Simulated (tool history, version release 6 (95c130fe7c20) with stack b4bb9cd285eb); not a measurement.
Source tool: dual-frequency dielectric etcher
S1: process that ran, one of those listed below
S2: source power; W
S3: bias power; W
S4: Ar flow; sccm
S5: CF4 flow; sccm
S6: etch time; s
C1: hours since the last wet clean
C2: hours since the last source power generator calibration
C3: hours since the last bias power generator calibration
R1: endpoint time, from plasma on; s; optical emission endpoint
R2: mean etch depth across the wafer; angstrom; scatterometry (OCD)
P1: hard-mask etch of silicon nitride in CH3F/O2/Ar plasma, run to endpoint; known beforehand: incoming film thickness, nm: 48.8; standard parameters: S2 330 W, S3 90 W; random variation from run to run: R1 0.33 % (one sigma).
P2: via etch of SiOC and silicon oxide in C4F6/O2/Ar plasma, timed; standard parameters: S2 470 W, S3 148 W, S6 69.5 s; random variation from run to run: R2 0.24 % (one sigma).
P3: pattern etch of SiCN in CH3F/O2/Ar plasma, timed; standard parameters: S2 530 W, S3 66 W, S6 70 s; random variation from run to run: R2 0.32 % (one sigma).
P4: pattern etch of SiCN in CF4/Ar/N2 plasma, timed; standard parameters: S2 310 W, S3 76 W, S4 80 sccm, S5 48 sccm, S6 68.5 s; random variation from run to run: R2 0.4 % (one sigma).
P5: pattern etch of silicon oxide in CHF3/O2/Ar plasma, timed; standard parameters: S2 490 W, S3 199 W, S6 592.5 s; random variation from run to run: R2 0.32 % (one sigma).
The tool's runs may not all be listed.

run   hour  S1   S2   S3  S4  S5     S6     C1     C2      C3      R1      R2
  1    6.4  P1  330   90                 197.4  295.6  1656.7   70.47
  2     12  P1  230   90                   203  301.2  1662.3  80.492
  3   20.5  P1  330   90                 211.5  309.7  1670.8  70.671
      27.2  -- bias power generator calibrated
  4   28.2  P4  310   76  80  65   68.5  219.2  317.4       1          452.68
  5   37.4  P3  530   66           38.5  228.4  326.6    10.2          158.21
  6   42.6  P2  640  148           69.5  233.6  331.8    15.4          905.02
  7   49.3  P5  490  199            424  240.3  338.5    22.1          7896.9
  8   59.2  P2  470  185           69.5  250.2  348.4      32          856.84
  9   69.8  P2  470  148           69.5  260.8    359    42.6          804.11
 10   76.2  P4  310   76  50  48   68.5  267.2  365.4      49          459.74
 11   86.2  P5  490  199          592.5  277.2  375.4      59           11047
 12   91.9  P1  330  114                 282.9  381.1    64.7  64.556
 13     98  P3  530   48             70    289  387.2    70.8          260.55
 14  109.8  P2  470  148             99  300.8    399    82.6          1143.9
 15  121.7  P1  330   90                 312.7  410.9    94.5  70.705
 16    131  P3  340   66             70    322  420.2   103.8          242.85
 17  142.6  P1  330   90                 333.6  431.8   115.4  71.036
 18  154.2  P1  410   90                 345.2  443.4     127   65.24
 19  159.9  P3  530   66             70  350.9  449.1   132.7          288.21
 20  169.5  P4  310   76  80  48   86.5  360.5  458.7   142.3          545.85
 21  179.1  P4  310   61  80  48   68.5  370.1  468.3   151.9          399.12
 22  186.7  P5  650  199          592.5  377.7  475.9   159.5           12258
 23    196  P1  410   63                   387  485.2   168.8   73.67
 24  207.7  P5  490  273          592.5  398.7  496.9   180.5           12389
 25  218.9  P1  330   61                 409.9  508.1   191.7  81.069
 26  226.1  P4  200   76  80  48   68.5  417.1  515.3   198.9          293.85
 27  236.8  P3  530   66             70  427.8    526   209.6          289.15
 28  247.6  P4  310   76  80  48   68.5  438.6  536.8   220.4           432.9
 29  256.7  P5  490  199          592.5  447.7  545.9   229.5           11099
 30  267.9  P1  330   90                 458.9  557.1   240.7  70.462
 31  273.9  P1  330   90                 464.9  563.1   246.7  70.106
 32  284.8  P1  330   90                 475.8    574   257.6  69.763
 33    291  P1  330   90                   482  580.2   263.8   69.49
       302  -- wet clean of the chamber
 34  302.3  P1  330   90                   0.4  591.5   275.1  69.647
 35  310.8  P1  330   90                   8.9    600   283.6   69.96
 36    318  P1  330   90                  16.1  607.2   290.8  69.872
 37  329.9  P1  330   90                    28  619.1   302.7  69.929
 38  341.4  P1  330   90                  39.5  630.6   314.2   69.43
 39  347.4  P1  330   90                  45.5  636.6   320.2  69.378

Compared with where it was, what P1 gives has crept away. Each cause listed below fits the log as well as the rest, at the size given for it:
A: bias power that arrives over what is set, % = 4.67
B: source power that arrives over what is set, % = 4.57
At approximately hour 267.9, the process output began to creep.
Every other cause this tool's parts could produce, and why it does not fit the log:
chamber walls in a state that raises the etch rate, %: its service at hour 302 followed the start of the drift and did not put the process back to its old value

Consider the 4 check runs below, whose results appear as question marks and each of which averages 2 wafers. Which one distinguishes the causes, in that each cause would give it a clearly different result?
check 1  353.4  P5  490  255           473                   ?
check 2  353.4  P4  250   76  80  48  68.5                   ?
check 3  353.4  P3  350   66            43                   ?
check 4  353.4  P2  590  173          69.5                   ?

How each check would come out, cause by cause:
  check  result    if A    if B
check 1      R2  9781.2    9782
check 2      R2  364.48  372.52
check 3      R2  153.79  153.91
check 4      R2  932.84  935.91
Gap, in per cent, between the two causes that each check separates least, read from the result that separates them most: check 1 0.01 %; check 2 2.18 %; check 3 0.08 %; check 4 0.33 %
Check 2 tells the causes apart: in the others they would give nearly the same result.

With check 2 done, the readings were: R2 364.34 angstrom. Identify which of the listed causes applies.

Of the candidate causes, it is A: bias power that arrives over what is set, %.
